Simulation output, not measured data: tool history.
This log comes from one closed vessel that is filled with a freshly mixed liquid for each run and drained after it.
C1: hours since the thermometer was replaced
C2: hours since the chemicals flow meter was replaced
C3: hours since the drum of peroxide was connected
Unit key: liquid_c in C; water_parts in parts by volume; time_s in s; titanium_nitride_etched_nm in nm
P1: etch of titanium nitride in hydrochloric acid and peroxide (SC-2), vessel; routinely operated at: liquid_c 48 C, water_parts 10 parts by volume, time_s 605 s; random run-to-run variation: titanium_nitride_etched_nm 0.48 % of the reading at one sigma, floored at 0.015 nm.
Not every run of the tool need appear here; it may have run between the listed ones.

Run 1, hour 11: liquid_c 48 C, water_parts 10 parts by volume, time_s 605 s; C1 561; C2 271.3; C3 363. Result: titanium_nitride_etched_nm 9.2709 nm.
At hour 15.7: chemicals flow meter replaced.
Run 2, hour 19.6: liquid_c 48 C, water_parts 5.5 parts by volume, time_s 955 s; C1 569.6; C2 4; C3 371.6. Result: titanium_nitride_etched_nm 23.435 nm.
Run 3, hour 26.1: liquid_c 35 C, water_parts 10 parts by volume, time_s 605 s; C1 576.1; C2 10.5; C3 378.1. Result: titanium_nitride_etched_nm 3.7068 nm.
Run 4, hour 39.2: liquid_c 48 C, water_parts 10 parts by volume, time_s 605 s; C1 589.2; C2 23.6; C3 391.2. Result: titanium_nitride_etched_nm 9.2943 nm.
Run 5, hour 52.8: liquid_c 48 C, water_parts 10 parts by volume, time_s 605 s; C1 602.8; C2 37.2; C3 404.8. Result: titanium_nitride_etched_nm 9.2335 nm.
Run 6, hour 65: liquid_c 48 C, water_parts 10 parts by volume, time_s 1115 s; C1 615; C2 49.4; C3 417. Result: titanium_nitride_etched_nm 17.121 nm.
Run 7, hour 72.8: liquid_c 48 C, water_parts 10 parts by volume, time_s 605 s; C1 622.8; C2 57.2; C3 424.8. Result: titanium_nitride_etched_nm 9.2139 nm.
Run 8, hour 82.1: liquid_c 48 C, water_parts 16.5 parts by volume, time_s 605 s; C1 632.1; C2 66.5; C3 434.1. Result: titanium_nitride_etched_nm 5.9703 nm.
Run 9, hour 94.8: liquid_c 48 C, water_parts 10 parts by volume, time_s 605 s; C1 644.8; C2 79.2; C3 446.8. Result: titanium_nitride_etched_nm 9.2987 nm.
Run 10, hour 105.1: liquid_c 58 C, water_parts 10 parts by volume, time_s 605 s; C1 655.1; C2 89.5; C3 457.1. Result: titanium_nitride_etched_nm 17.727 nm.
Run 11, hour 111.8: liquid_c 48 C, water_parts 4 parts by volume, time_s 605 s; C1 661.8; C2 96.2; C3 463.8. Result: titanium_nitride_etched_nm 18.376 nm.
Run 12, hour 126.2: liquid_c 48 C, water_parts 10 parts by volume, time_s 605 s; C1 676.2; C2 110.6; C3 478.2. Result: titanium_nitride_etched_nm 9.2936 nm.
Run 13, hour 137.8: liquid_c 48 C, water_parts 10 parts by volume, time_s 40 s; C1 687.8; C2 122.2; C3 489.8. Result: titanium_nitride_etched_nm 0.6379 nm.
Run 14, hour 150.9: liquid_c 48 C, water_parts 10 parts by volume, time_s 605 s; C1 700.9; C2 135.3; C3 502.9. Result: titanium_nitride_etched_nm 9.2256 nm.
Run 15, hour 165.1: liquid_c 48 C, water_parts 10 parts by volume, time_s 605 s; C1 715.1; C2 149.5; C3 517.1. Result: titanium_nitride_etched_nm 9.6689 nm.
Run 16, hour 179.8: liquid_c 48 C, water_parts 10 parts by volume, time_s 605 s; C1 729.8; C2 164.2; C3 531.8. Result: titanium_nitride_etched_nm 9.9784 nm.
Run 17, hour 192.4: liquid_c 48 C, water_parts 10 parts by volume, time_s 605 s; C1 742.4; C2 176.8; C3 544.4. Result: titanium_nitride_etched_nm 10.029 nm.
Run 18, hour 207.4: liquid_c 48 C, water_parts 10 parts by volume, time_s 605 s; C1 757.4; C2 191.8; C3 559.4. Result: titanium_nitride_etched_nm 10.038 nm.
Run 19, hour 216.7: liquid_c 48 C, water_parts 10 parts by volume, time_s 605 s; C1 766.7; C2 201.1; C3 568.7. Result: titanium_nitride_etched_nm 10.15 nm.
Run 20, hour 226.3: liquid_c 48 C, water_parts 10 parts by volume, time_s 605 s; C1 776.3; C2 210.7; C3 578.3. Result: titanium_nitride_etched_nm 10.139 nm.
Run 21, hour 233: liquid_c 48 C, water_parts 10 parts by volume, time_s 605 s; C1 783; C2 217.4; C3 585. Result: titanium_nitride_etched_nm 10.088 nm.

P1 has crept away from where it was. The log is fitted equally well by each of these 2 causes, at the sizes shown:
A: liquid hotter than its thermometer reads (K) = 1.33
B: chemicals flow above the setpoint (%) = 11.4
The creep began at about hour 150.9.
Other possible causes, and why each is ruled out:
peroxide weaker than its label (%): capped at 8; at that size titanium_nitride_etched_nm would change by -7.4 %, too little to explain the creep or opposite to it

Consider the 4 check runs below, whose results appear as question marks and each of which averages 3 wafers. Which one distinguishes the causes, in that each cause would give it a clearly different result?
Run check 1, hour 239.7: liquid_c 48 C, water_parts 14 parts by volume, time_s 605 s. Result: titanium_nitride_etched_nm ?.
Run check 2, hour 239.7: liquid_c 40.5 C, water_parts 4 parts by volume, time_s 605 s. Result: titanium_nitride_etched_nm ?.
Run check 3, hour 239.7: liquid_c 42 C, water_parts 10 parts by volume, time_s 160 s. Result: titanium_nitride_etched_nm ?.
Run check 4, hour 239.7: liquid_c 48 C, water_parts 15 parts by volume, time_s 1075 s. Result: titanium_nitride_etched_nm ?.

Predicted outcomes, by check and by cause:
  check                      result    if A    if B
check 1  titanium_nitride_etched_nm   7.594  7.6276
check 2  titanium_nitride_etched_nm  12.111  11.834
check 3  titanium_nitride_etched_nm  1.7783  1.7717
check 4  titanium_nitride_etched_nm    12.7  12.766
Smallest distance between any two causes, each pair judged by its most separating result, in per cent: check 1 0.44 %; check 2 2.31 %; check 3 0.37 %; check 4 0.52 %
The causes can be told apart only by check 2. The other checks would give nearly the same results under each of them.

Check 2 was then run and gave: titanium_nitride_etched_nm 12.105 nm. Which cause is it?

The correct cause is A, namely: liquid hotter than its thermometer reads (K).
